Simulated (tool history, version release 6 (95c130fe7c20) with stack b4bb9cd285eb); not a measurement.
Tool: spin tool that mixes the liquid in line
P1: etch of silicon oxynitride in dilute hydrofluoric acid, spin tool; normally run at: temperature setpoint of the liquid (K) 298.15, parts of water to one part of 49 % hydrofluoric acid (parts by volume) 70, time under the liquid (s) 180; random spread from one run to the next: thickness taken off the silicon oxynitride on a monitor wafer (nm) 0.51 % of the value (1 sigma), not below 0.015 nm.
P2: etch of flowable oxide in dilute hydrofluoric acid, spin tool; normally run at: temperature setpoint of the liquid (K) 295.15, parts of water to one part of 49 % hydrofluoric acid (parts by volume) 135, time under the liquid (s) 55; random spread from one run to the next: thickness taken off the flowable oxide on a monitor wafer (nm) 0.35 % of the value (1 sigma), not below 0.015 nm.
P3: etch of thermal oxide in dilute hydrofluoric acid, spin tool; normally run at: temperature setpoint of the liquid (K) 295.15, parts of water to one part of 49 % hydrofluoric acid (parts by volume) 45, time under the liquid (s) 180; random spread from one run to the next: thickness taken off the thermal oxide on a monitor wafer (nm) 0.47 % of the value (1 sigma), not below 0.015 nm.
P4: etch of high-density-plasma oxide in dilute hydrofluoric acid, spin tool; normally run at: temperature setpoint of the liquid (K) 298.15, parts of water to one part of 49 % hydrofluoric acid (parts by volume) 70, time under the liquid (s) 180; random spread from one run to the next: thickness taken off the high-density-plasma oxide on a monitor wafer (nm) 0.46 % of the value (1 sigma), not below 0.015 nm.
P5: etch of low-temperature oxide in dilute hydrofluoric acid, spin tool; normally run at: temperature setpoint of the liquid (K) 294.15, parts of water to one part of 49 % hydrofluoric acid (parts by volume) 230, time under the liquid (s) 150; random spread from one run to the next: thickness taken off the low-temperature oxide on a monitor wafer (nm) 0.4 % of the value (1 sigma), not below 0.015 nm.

run    day  process that ran  temperature setpoint of the liquid (K)  parts of water to one part of 49 % hydrofluoric acid (parts by volume)  time under the liquid (s)  hours since the thermometer was replaced  hours since the hydrofluoric acid flow meter was replaced  thickness taken off the silicon oxynitride on a monitor wafer (nm)  thickness taken off the high-density-plasma oxide on a monitor wafer (nm)  thickness taken off the flowable oxide on a monitor wafer (nm)  thickness taken off the low-temperature oxide on a monitor wafer (nm)  thickness taken off the thermal oxide on a monitor wafer (nm)
  1  0.196                P1                                  298.15                                                                      70                        180                                     435.1                                                      206.2                                                              7.7336
  2  0.383                P4                                  298.15                                                                      70                        180                                     439.6                                                      210.7                                                                                                                                         17.335
  3  0.596                P4                                  302.15                                                                      70                        180                                     444.7                                                      215.8                                                                                                                                         20.223
  4  0.692                P2                                  290.65                                                                     135                         55                                       447                                                      218.1                                                                                                                                                                                                         10.719
  5  0.858                P2                                  295.15                                                                     135                         90                                       451                                                      222.1                                                                                                                                                                                                         21.082
  6      1                P4                                  298.15                                                                      70                        180                                     454.4                                                      225.5                                                                                                                                         17.278
  7  1.133                P1                                  298.15                                                                      45                         75                                     457.6                                                      228.7                                                              5.1774
  8  1.262                P5                                  294.15                                                                     230                        150                                     460.7                                                      231.8                                                                                                                                                                                                                                                                                17.211
  9  1.379                P5                                  294.15                                                                     230                        255                                     463.5                                                      234.6                                                                                                                                                                                                                                                                                28.836
 10  1.512                P4                                  298.15                                                                      70                         70                                     466.7                                                      237.8                                                                                                                                         6.7322
 11  1.679                P1                                  292.65                                                                      70                        255                                     470.7                                                      241.8                                                              8.3455
 12    1.8                P2                                  295.15                                                                     135                         55                                     473.6                                                      244.7                                                                                                                                                                                                         12.812
 13  2.029                P1                                  298.15                                                                      70                        280                                     479.1                                                      250.2                                                              11.892
 14  2.171                P1                                  298.15                                                                      70                        180                                     482.5                                                      253.6                                                              7.6882
 15  2.346                P2                                  295.15                                                                     135                         55                                     486.7                                                      257.8                                                                                                                                                                                                         12.921
 16  2.521                P5                                  294.15                                                                     400                        150                                     490.9                                                        262                                                                                                                                                                                                                                                                                8.4498
 17  2.654                P1                                  298.15                                                                      70                        180                                     494.1                                                      265.2                                                              7.6907
 18  2.842                P1                                  290.15                                                                      70                        180                                     498.6                                                      269.7                                                              5.2017
 19   2.95                P3                                  295.15                                                                      45                        180                                     501.2                                                      272.3                                                                                                                                                                                                                                                                                                                                                18.93
 20  3.146                P3                                  295.15                                                                      45                        300                                     505.9                                                        277                                                                                                                                                                                                                                                                                                                                               31.359
 21   3.35                P3                                  295.15                                                                      20                        180                                     510.8                                                      281.9                                                                                                                                                                                                                                                                                                                                               44.022
 22  3.529                P2                                  295.15                                                                      20                         55                                     515.1                                                      286.2                                                                                                                                                                                                         100.62
 23  3.633                P3                                  290.15                                                                      45                        180                                     517.6                                                      288.7                                                                                                                                                                                                                                                                                                                                               15.177
 24  3.833                P5                                  294.15                                                                     230                        150                                     522.4                                                      293.5                                                                                                                                                                                                                                                                                17.244
 25  3.942                P1                                  298.15                                                                      70                         15                                       525                                                      296.1                                                             0.66871
 26  4.042                P1                                  298.15                                                                      70                        180                                     527.4                                                      298.5                                                              7.7928
 27   4.15                P4                                  298.15                                                                      20                        180                                       530                                                      301.1                                                                                                                                         64.664
 28  4.379                P1                                  306.15                                                                      70                        180                                     535.5                                                      306.6                                                              11.142
 29  4.542                P1                                  298.15                                                                      20                         75                                     539.4                                                      310.5                                                              11.676
 30  4.717                P1                                  298.15                                                                      35                        180                                     543.6                                                      314.7                                                              16.044
 31  4.825                P1                                  298.15                                                                     115                        180                                     546.2                                                      317.3                                                              4.5329
 32  4.946                P5                                  299.15                                                                     230                        150                                     549.1                                                      320.2                                                                                                                                                                                                                                                                                20.415
 33  5.121                P1                                  298.15                                                                      70                        180                                     553.3                                                      324.4                                                              7.8071
 34  5.238                P1                                  298.15                                                                      70                        180                                     556.1                                                      327.2                                                              7.9583
 35    5.4                P1                                  298.15                                                                      70                        180                                       560                                                      331.1                                                              8.1628
 36  5.521                P1                                  298.15                                                                      70                        180                                     562.9                                                        334                                                              8.2372
 37  5.675                P1                                  298.15                                                                      70                        180                                     566.6                                                      337.7                                                              8.3479
 38  5.821                P1                                  298.15                                                                      70                        180                                     570.1                                                      341.2                                                              8.4122
 39  5.942                P1                                  298.15                                                                      70                        180                                       573                                                      344.1                                                              8.3992
 40  6.125                P1                                  298.15                                                                      70                        180                                     577.4                                                      348.5                                                              8.4233
 41  6.288                P1                                  298.15                                                                      70                        180                                     581.3                                                      352.4                                                               8.481
 42  6.492                P1                                  298.15                                                                      70                        180                                     586.2                                                      357.3                                                              8.4959

P1 has crept away from where it was. The log is fitted equally well by each of these 2 causes, at the sizes shown:
A: liquid hotter than its thermometer reads (K) = 1.9
B: hydrofluoric acid flow above the setpoint (%) = 8.86
The onset of the drift is placed at about day 5.121.

Which of the 4 check runs listed below separates the causes, so that each cause would produce a clearly different result? Each run uses one wafer, and its results are marked with question marks.
check 1  6.696                P5                                  294.15                                                                     230                        250                                                                                                                                                                                                                                                                                                                                                                                          ?
check 2  6.696                P4                                  298.15                                                                      20                        180                                                                                                                                                                                                                                                   ?
check 3  6.696                P2                                  295.15                                                                      35                         55                                                                                                                                                                                                                                                                                                                   ?
check 4  6.696                P3                                  290.15                                                                      45                        180                                                                                                                                                                                                                                                                                                                                                                                                                                                         ?

Outcome of each check run for each possible cause:
  check                                                                     result    if A    if B
check 1      thickness taken off the low-temperature oxide on a monitor wafer (nm)  30.556  31.574
check 2  thickness taken off the high-density-plasma oxide on a monitor wafer (nm)  69.927  70.504
check 3             thickness taken off the flowable oxide on a monitor wafer (nm)   60.72  61.255
check 4              thickness taken off the thermal oxide on a monitor wafer (nm)  16.548  16.658
Gap, in per cent, between the two causes that each check separates least, read from the result that separates them most: check 1 3.28 %; check 2 0.82 %; check 3 0.88 %; check 4 0.66 %
The causes can be told apart only by check 1. The other checks would give nearly the same results under each of them.

Then check 1 was run and gave: thickness taken off the low-temperature oxide on a monitor wafer (nm) 30.385. Which cause is it?

The cause is A: liquid hotter than its thermometer reads (K).
